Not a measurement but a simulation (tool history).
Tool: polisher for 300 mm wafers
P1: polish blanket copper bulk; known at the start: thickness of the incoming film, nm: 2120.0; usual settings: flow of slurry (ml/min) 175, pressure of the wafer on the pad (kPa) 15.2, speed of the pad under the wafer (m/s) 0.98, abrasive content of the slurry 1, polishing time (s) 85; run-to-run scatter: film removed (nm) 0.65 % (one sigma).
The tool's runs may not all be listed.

| run | hour | flow of slurry (ml/min) | pressure of the wafer on the pad (kPa) | speed of the pad under the wafer (m/s) | abrasive content of the slurry | polishing time (s) | wafers polished on this pad | hours since the slurry nozzle was cleaned | hours since the head pressure was calibrated | hours since the slurry blender was calibrated | film removed (nm) |
|---|---|---|---|---|---|---|---|---|---|---|---|
| 1 | 8.8 | 175 | 15.2 | 0.98 | 1 | 85 | 233 | 130.3 | 492.4 | 77.1 | 678.55 |
| 2 | 17.3 | 175 | 8.3 | 0.98 | 1 | 85 | 317 | 138.8 | 500.9 | 85.6 | 371.83 |
| 3 | 23.6 | 175 | 10.3 | 0.98 | 1.5 | 85 | 379 | 145.1 | 507.2 | 91.9 | 500.9 |
| 4 | 35.5 | 175 | 15.2 | 0.98 | 1 | 85 | 495 | 157 | 519.1 | 103.8 | 689.83 |
| 5 | 46.4 | 175 | 15.2 | 0.98 | 1 | 85 | 602 | 167.9 | 530 | 114.7 | 675.83 |
| 6 | 58.3 | 175 | 15.2 | 0.98 | 0.6 | 85 | 719 | 179.8 | 541.9 | 126.6 | 608.18 |
| 7 | 65.6 | 175 | 15.2 | 0.98 | 1 | 41 | 791 | 187.1 | 549.2 | 133.9 | 332.52 |
|  | 69.5 | slurry blender recalibrated |
| 8 | 73.1 | 175 | 15.2 | 0.98 | 1 | 134 | 864 | 194.6 | 556.7 | 3.7 | 1072.8 |
| 9 | 83.7 | 175 | 24.1 | 0.98 | 1 | 85 | 968 | 205.2 | 567.3 | 14.3 | 1082 |
| 10 | 91.2 | 175 | 15.2 | 0.52 | 1 | 85 | 1042 | 212.7 | 574.8 | 21.8 | 360.43 |
| 11 | 104 | 175 | 15.2 | 0.98 | 1.35 | 85 | 1167 | 225.5 | 587.6 | 34.6 | 725.07 |
| 12 | 116.3 | 175 | 15.2 | 0.98 | 1.25 | 52 | 1288 | 237.8 | 599.9 | 46.9 | 432.43 |
|  | 122 | slurry nozzle cleaned |
| 13 | 127.7 | 175 | 15.2 | 1.48 | 1 | 85 | 1400 | 5.7 | 611.3 | 58.3 | 1029.1 |
| 14 | 140.1 | 105 | 15.2 | 0.98 | 1 | 85 | 1521 | 18.1 | 623.7 | 70.7 | 608.35 |
| 15 | 147.7 | 175 | 15.2 | 0.98 | 1 | 85 | 1596 | 25.7 | 631.3 | 78.3 | 679.14 |
| 16 | 161.1 | 175 | 15.2 | 0.98 | 1 | 85 | 1727 | 39.1 | 644.7 | 91.7 | 676.98 |
| 17 | 171.1 | 235 | 15.2 | 0.98 | 1 | 85 | 1825 | 49.1 | 654.7 | 101.7 | 701.56 |
| 18 | 178.3 | 175 | 15.2 | 0.98 | 1 | 85 | 1896 | 56.3 | 661.9 | 108.9 | 684.25 |
| 19 | 187.8 | 175 | 15.2 | 0.98 | 1 | 85 | 1989 | 65.8 | 671.4 | 118.4 | 656.68 |
| 20 | 197 | 175 | 15.2 | 0.98 | 1 | 85 | 2079 | 75 | 680.6 | 127.6 | 644.46 |
| 21 | 209 | 175 | 15.2 | 0.98 | 1 | 85 | 2197 | 87 | 692.6 | 139.6 | 636.61 |
| 22 | 221.1 | 175 | 15.2 | 0.98 | 1 | 85 | 2316 | 99.1 | 704.7 | 151.7 | 635.3 |
|  | 223.5 | head pressure recalibrated |
|  | 233.2 | worn pad replaced by a new one |
| 23 | 234 | 175 | 15.2 | 0.98 | 1 | 85 | 8 | 112 | 10.6 | 164.6 | 626.32 |
| 24 | 242.4 | 175 | 15.2 | 0.98 | 1 | 85 | 90 | 120.4 | 19 | 173 | 634.64 |
| 25 | 252.1 | 175 | 15.2 | 0.98 | 1 | 85 | 185 | 130.1 | 28.7 | 182.7 | 631.26 |

What P1 gives has crept away from where it was. These 2 causes fit the log equally well, each at the size given:
A: slurry flow missing at the pad, % = 33.9
B: abrasive missing from the slurry, % = 30.2
The creep began at about hour 178.3.
Why every other cause is out:
removal rate lost through wear of the pad, %: serviced at hour 233.2, which brought nothing back
head's pressure below its setpoint, %: serviced at hour 223.5, which brought nothing back

4 check runs are offered, each on 5 wafers whose results are averaged, their results left as question marks. Which one tells the causes apart?
| check 1 | 261.8 | 175 | 15.2 | 0.64 | 1 | 85 |  |  |  |  | ? |
| check 2 | 261.8 | 130 | 15.2 | 0.98 | 1 | 85 |  |  |  |  | ? |
| check 3 | 261.8 | 175 | 15.2 | 1.36 | 1 | 130 |  |  |  |  | ? |
| check 4 | 261.8 | 175 | 15.2 | 0.74 | 1 | 85 |  |  |  |  | ? |

What each check would give under each cause:
| check | result | if A | if B |
|---|---|---|---|
| check 1 | film removed (nm) | 411.82 | 411.8 |
| check 2 | film removed (nm) | 585.47 | 599.14 |
| check 3 | film removed (nm) | 1338.4 | 1338.3 |
| check 4 | film removed (nm) | 476.17 | 476.14 |
How far apart the two closest causes lie, in the result that separates them most: check 1 0.01 %; check 2 2.31 %; check 3 0.01 %; check 4 0.01 %
Only check 2 tells the causes apart: in the others they would give nearly the same result.

Check 2 was then run and gave: film removed (nm) 600.02. Which cause is it?

It is B: abrasive missing from the slurry, %.
